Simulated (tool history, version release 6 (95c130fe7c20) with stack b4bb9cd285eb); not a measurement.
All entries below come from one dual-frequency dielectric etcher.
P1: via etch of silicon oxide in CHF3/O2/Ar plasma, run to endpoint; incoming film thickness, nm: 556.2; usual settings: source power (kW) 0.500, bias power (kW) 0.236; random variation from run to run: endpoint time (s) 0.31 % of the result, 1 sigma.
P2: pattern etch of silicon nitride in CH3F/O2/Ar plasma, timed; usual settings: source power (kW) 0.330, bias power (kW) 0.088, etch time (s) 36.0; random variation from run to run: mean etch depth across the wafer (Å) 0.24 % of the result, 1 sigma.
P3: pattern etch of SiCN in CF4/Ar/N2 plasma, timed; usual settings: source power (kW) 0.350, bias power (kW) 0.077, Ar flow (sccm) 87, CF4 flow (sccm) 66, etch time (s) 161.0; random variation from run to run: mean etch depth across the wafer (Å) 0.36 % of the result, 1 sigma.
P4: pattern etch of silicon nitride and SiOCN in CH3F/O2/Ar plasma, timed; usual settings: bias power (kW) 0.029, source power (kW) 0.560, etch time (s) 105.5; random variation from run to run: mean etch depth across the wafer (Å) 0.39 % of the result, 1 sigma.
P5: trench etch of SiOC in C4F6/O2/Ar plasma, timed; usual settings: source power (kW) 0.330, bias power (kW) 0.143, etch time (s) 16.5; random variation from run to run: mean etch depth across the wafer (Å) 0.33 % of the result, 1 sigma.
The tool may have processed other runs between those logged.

run,hour,process that ran,source power (kW),bias power (kW),etch time (s),Ar flow (sccm),CF4 flow (sccm),hours since the last wet clean,hours since the last source power generator calibration,hours since the last bias power generator calibration,endpoint time (s),mean etch depth across the wafer (Å)
1,7.2,P1,0.500,0.236,,,,288.4,889.1,221.2,272.22,
2,10.6,P2,0.330,0.061,36.0,,,291.8,892.5,224.6,,222.33
3,17.8,P2,0.450,0.088,36.0,,,299.0,899.7,231.8,,285.03
4,23.8,P3,0.350,0.077,161.0,87,66,305.0,905.7,237.8,,1145.50
5,28.1,P5,0.330,0.143,11.0,,,309.3,910.0,242.1,,197.69
6,33.7,P1,0.620,0.236,,,,314.9,915.6,247.7,250.86,
7,37.2,P4,0.450,0.029,105.5,,,318.4,919.1,251.2,,165.22
8,41.6,P3,0.350,0.106,161.0,87,66,322.8,923.5,255.6,,1280.30
9,47.5,P3,0.350,0.077,161.0,87,48,328.7,929.4,261.5,,1090.90
10,54.5,P1,0.500,0.150,,,,335.7,936.4,268.5,318.85,
11,61.7,P3,0.250,0.077,161.0,87,66,342.9,943.6,275.7,,859.04
12,68.5,P1,0.410,0.236,,,,349.7,950.4,282.5,293.83,
13,73.5,P1,0.500,0.236,,,,354.7,955.4,287.5,271.72,
14,79.0,P4,0.560,0.029,70.5,,,360.2,960.9,293.0,,118.72
15,86.5,P3,0.350,0.077,161.0,87,66,367.7,968.4,300.5,,1140.60
16,92.5,P4,0.560,0.029,105.5,,,373.7,974.4,306.5,,178.10
17,96.4,P5,0.330,0.143,16.5,,,377.6,978.3,310.4,,297.59
18,101.5,P1,0.380,0.324,,,,382.7,983.4,315.5,267.99,
19,107.5,P4,0.560,0.024,105.5,,,388.7,989.4,321.5,,163.12
20,113.9,P2,0.330,0.088,36.0,,,395.1,995.8,327.9,,253.92
21,118.6,P1,0.500,0.236,,,,399.8,1000.5,332.6,274.14,
22,122.9,P3,0.350,0.077,196.0,87,66,404.1,1004.8,336.9,,1393.90
23,128.3,P1,0.500,0.236,,,,409.5,1010.2,342.3,273.24,
24,134.4,P5,0.220,0.143,16.5,,,415.6,1016.3,348.4,,253.03
25,140.5,P1,0.500,0.291,,,,421.7,1022.4,354.5,253.07,
26,145.7,P5,0.330,0.192,16.5,,,426.9,1027.6,359.7,,324.34
27,153.1,P2,0.330,0.088,45.0,,,434.3,1035.0,367.1,,316.51
28,159.2,P1,0.500,0.236,,,,440.4,1041.1,373.2,271.98,
29,165.9,P3,0.350,0.077,161.0,114,66,447.1,1047.8,379.9,,1103.60
30,172.4,P5,0.330,0.143,16.5,,,453.6,1054.3,386.4,,296.68
31,177.6,P1,0.500,0.236,,,,458.8,1059.5,391.6,273.68,
32,184.5,P1,0.500,0.236,,,,465.7,1066.4,398.5,274.19,
33,190.1,P1,0.500,0.236,,,,471.3,1072.0,404.1,276.22,
34,197.2,P1,0.500,0.236,,,,478.4,1079.1,411.2,275.10,
35,204.2,P1,0.500,0.236,,,,485.4,1086.1,418.2,277.09,
36,208.1,P1,0.500,0.236,,,,489.3,1090.0,422.1,277.75,
37,213.0,P1,0.500,0.236,,,,494.2,1094.9,427.0,276.35,
38,218.9,P1,0.500,0.236,,,,500.1,1100.8,432.9,277.73,
# hour 219.3: wet clean of the chamber
39,223.1,P1,0.500,0.236,,,,3.8,1105.0,437.1,276.94,
40,230.7,P1,0.500,0.236,,,,11.4,1112.6,444.7,277.30,
41,236.8,P1,0.500,0.236,,,,17.5,1118.7,450.8,277.65,
42,242.5,P1,0.500,0.236,,,,23.2,1124.4,456.5,275.94,

Something has made what P1 gives creep away from where it was; the 2 causes below, each at its own stated size, fit the log equally well:
A: source power that arrives under what is set, % = 4.07
B: bias power that arrives under what is set, % = 4.28
The creep began at about hour 177.6.
All other causes, with the reason each is excluded:
chamber walls in a state that lowers the etch rate, %: serviced after onset, at hour 219.3, with no recovery of the prior output

4 check runs are offered, each on 2 wafers whose results are averaged, their results left as question marks. Which one tells the causes apart?
check 1,248.2,P4,0.560,0.029,105.5,,,,,,,?
check 2,248.2,P3,0.350,0.077,161.0,87,66,,,,,?
check 3,248.2,P2,0.330,0.088,36.0,,,,,,,?
check 4,248.2,P5,0.330,0.143,16.5,,,,,,,?

Check results expected under each cause:
check,result,if A,if B
check 1,mean etch depth across the wafer (Å),175.22,174.22
check 2,mean etch depth across the wafer (Å),1102.90,1126.30
check 3,mean etch depth across the wafer (Å),249.41,249.33
check 4,mean etch depth across the wafer (Å),291.78,292.67
Smallest distance between any two causes, each pair judged by its most separating result, in per cent: check 1 0.57 %; check 2 2.1 %; check 3 0.03 %; check 4 0.3 %
The other checks would show nearly matching results whichever cause is true, so check 2 is the only one that separates the causes.

Running check 2 produced the following: mean etch depth across the wafer (Å) 1123.80. Which one of the listed causes fits?

Of the candidate causes, it is B: bias power that arrives under what is set, %.
